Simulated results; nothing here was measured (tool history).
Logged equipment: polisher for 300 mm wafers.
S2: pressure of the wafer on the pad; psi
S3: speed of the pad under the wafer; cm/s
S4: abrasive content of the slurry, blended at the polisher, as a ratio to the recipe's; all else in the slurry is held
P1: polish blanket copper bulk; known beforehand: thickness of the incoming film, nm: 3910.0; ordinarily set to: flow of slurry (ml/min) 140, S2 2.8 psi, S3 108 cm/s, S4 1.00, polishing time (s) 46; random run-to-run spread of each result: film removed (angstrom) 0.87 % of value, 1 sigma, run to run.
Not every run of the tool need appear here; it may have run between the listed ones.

Run 1, hour 4.7: flow of slurry (ml/min) 140, S2 2.8 psi, S3 108 cm/s, S4 1.00, polishing time (s) 46. Result: film removed (angstrom) 5159.6.
Run 2, hour 10.2: flow of slurry (ml/min) 140, S2 2.8 psi, S3 108 cm/s, S4 1.00, polishing time (s) 68. Result: film removed (angstrom) 7810.5.
Run 3, hour 17.9: flow of slurry (ml/min) 140, S2 2.8 psi, S3 108 cm/s, S4 1.00, polishing time (s) 46. Result: film removed (angstrom) 5191.5.
Run 4, hour 23.2: flow of slurry (ml/min) 140, S2 2.8 psi, S3 108 cm/s, S4 1.00, polishing time (s) 46. Result: film removed (angstrom) 5181.7.
Run 5, hour 28.4: flow of slurry (ml/min) 140, S2 2.8 psi, S3 146 cm/s, S4 0.70, polishing time (s) 46. Result: film removed (angstrom) 6649.2.
Run 6, hour 35.7: flow of slurry (ml/min) 140, S2 1.3 psi, S3 108 cm/s, S4 1.00, polishing time (s) 46. Result: film removed (angstrom) 2448.5.
Run 7, hour 41.5: flow of slurry (ml/min) 140, S2 2.8 psi, S3 108 cm/s, S4 1.35, polishing time (s) 46. Result: film removed (angstrom) 5567.3.
Run 8, hour 46.6: flow of slurry (ml/min) 140, S2 2.8 psi, S3 108 cm/s, S4 0.50, polishing time (s) 46. Result: film removed (angstrom) 4528.3.
Run 9, hour 52.8: flow of slurry (ml/min) 210, S2 2.8 psi, S3 108 cm/s, S4 1.00, polishing time (s) 35. Result: film removed (angstrom) 4287.7.
Run 10, hour 60.7: flow of slurry (ml/min) 140, S2 2.8 psi, S3 108 cm/s, S4 1.00, polishing time (s) 46. Result: film removed (angstrom) 5263.9.
Run 11, hour 66.3: flow of slurry (ml/min) 140, S2 2.8 psi, S3 50 cm/s, S4 1.00, polishing time (s) 46. Result: film removed (angstrom) 2422.0.
Run 12, hour 71.7: flow of slurry (ml/min) 140, S2 4.1 psi, S3 108 cm/s, S4 1.00, polishing time (s) 46. Result: film removed (angstrom) 7599.3.
Run 13, hour 79.8: flow of slurry (ml/min) 140, S2 2.8 psi, S3 108 cm/s, S4 1.00, polishing time (s) 29. Result: film removed (angstrom) 3288.2.
Run 14, hour 85.5: flow of slurry (ml/min) 140, S2 2.8 psi, S3 108 cm/s, S4 1.00, polishing time (s) 46. Result: film removed (angstrom) 5254.3.
Run 15, hour 93.9: flow of slurry (ml/min) 210, S2 2.8 psi, S3 108 cm/s, S4 1.00, polishing time (s) 46. Result: film removed (angstrom) 5522.0.
Run 16, hour 99.0: flow of slurry (ml/min) 140, S2 2.8 psi, S3 108 cm/s, S4 1.00, polishing time (s) 46. Result: film removed (angstrom) 5238.6.
At hour 99.7: slurry blender recalibrated.
Run 17, hour 107.6: flow of slurry (ml/min) 140, S2 2.8 psi, S3 108 cm/s, S4 1.00, polishing time (s) 46. Result: film removed (angstrom) 5197.6.
Run 18, hour 114.5: flow of slurry (ml/min) 95, S2 2.8 psi, S3 108 cm/s, S4 1.00, polishing time (s) 21. Result: film removed (angstrom) 2162.0.
Run 19, hour 122.7: flow of slurry (ml/min) 140, S2 2.8 psi, S3 152 cm/s, S4 1.00, polishing time (s) 46. Result: film removed (angstrom) 7282.1.
Run 20, hour 128.7: flow of slurry (ml/min) 100, S2 2.8 psi, S3 108 cm/s, S4 1.00, polishing time (s) 46. Result: film removed (angstrom) 4898.8.
Run 21, hour 134.2: flow of slurry (ml/min) 140, S2 2.8 psi, S3 108 cm/s, S4 1.00, polishing time (s) 46. Result: film removed (angstrom) 5229.4.
Run 22, hour 140.2: flow of slurry (ml/min) 140, S2 2.8 psi, S3 108 cm/s, S4 1.00, polishing time (s) 46. Result: film removed (angstrom) 5086.2.
Run 23, hour 148.4: flow of slurry (ml/min) 140, S2 2.8 psi, S3 108 cm/s, S4 1.00, polishing time (s) 46. Result: film removed (angstrom) 4871.6.
Run 24, hour 153.9: flow of slurry (ml/min) 140, S2 2.8 psi, S3 108 cm/s, S4 1.00, polishing time (s) 46. Result: film removed (angstrom) 4905.2.
At hour 158.7: slurry blender recalibrated.
Run 25, hour 160.1: flow of slurry (ml/min) 140, S2 2.8 psi, S3 108 cm/s, S4 1.00, polishing time (s) 46. Result: film removed (angstrom) 4788.0.
At hour 164.2: worn pad replaced by a new one.
Run 26, hour 168.0: flow of slurry (ml/min) 140, S2 2.8 psi, S3 108 cm/s, S4 1.00, polishing time (s) 46. Result: film removed (angstrom) 4705.9.
Run 27, hour 175.1: flow of slurry (ml/min) 140, S2 2.8 psi, S3 108 cm/s, S4 1.00, polishing time (s) 46. Result: film removed (angstrom) 4732.2.
Run 28, hour 179.5: flow of slurry (ml/min) 140, S2 2.8 psi, S3 108 cm/s, S4 1.00, polishing time (s) 46. Result: film removed (angstrom) 4620.4.
Run 29, hour 184.8: flow of slurry (ml/min) 140, S2 2.8 psi, S3 108 cm/s, S4 1.00, polishing time (s) 46. Result: film removed (angstrom) 4678.1.
Run 30, hour 192.2: flow of slurry (ml/min) 140, S2 2.8 psi, S3 108 cm/s, S4 1.00, polishing time (s) 46. Result: film removed (angstrom) 4670.9.
Run 31, hour 200.7: flow of slurry (ml/min) 140, S2 2.8 psi, S3 108 cm/s, S4 1.00, polishing time (s) 46. Result: film removed (angstrom) 4707.4.

The output of P1 has drifted from where it used to be. Each of the 2 causes below, taken at the size shown beside it, accounts for the log equally well:
A: slurry flow missing at the pad, % = 38.8
B: head's pressure below its setpoint, % = 10.8
The drift started at roughly hour 134.2.
The rest of the possible causes, and what rules out each one:
removal rate lost through wear of the pad, %: serviced at hour 164.2, after the change had begun; the process did not return to its earlier output
abrasive missing from the slurry, %: serviced at hour 158.7, after the change had begun; the process did not return to its earlier output

Which of the 4 check runs listed below, each an average over 5 wafers with its results shown as question marks, gives clearly different results under the different listed causes?
Run check 1, hour 209.2: flow of slurry (ml/min) 140, S2 2.8 psi, S3 70 cm/s, S4 1.00, polishing time (s) 46. Result: film removed (angstrom) ?.
Run check 2, hour 209.2: flow of slurry (ml/min) 140, S2 2.8 psi, S3 130 cm/s, S4 1.00, polishing time (s) 62. Result: film removed (angstrom) ?.
Run check 3, hour 209.2: flow of slurry (ml/min) 105, S2 2.8 psi, S3 108 cm/s, S4 1.00, polishing time (s) 65. Result: film removed (angstrom) ?.
Run check 4, hour 209.2: flow of slurry (ml/min) 140, S2 2.8 psi, S3 64 cm/s, S4 0.75, polishing time (s) 46. Result: film removed (angstrom) ?.

Expected result of each check under each candidate cause:
  check                   result    if A    if B
check 1  film removed (angstrom)  3030.8  3029.5
check 2  film removed (angstrom)  7586.4  7583.2
check 3  film removed (angstrom)  6019.9  6216.3
check 4  film removed (angstrom)  2608.1  2607.0
Per-check spread between the two closest causes, in the result where they differ most: check 1 0.04 %; check 2 0.04 %; check 3 3.21 %; check 4 0.04 %
Of the check runs offered, only check 3 discriminates between the causes; the rest would read about the same regardless of which cause applies.

Running check 3 produced the following: film removed (angstrom) 6246.5. Which one of the listed causes fits?

The cause is B: head's pressure below its setpoint, %.
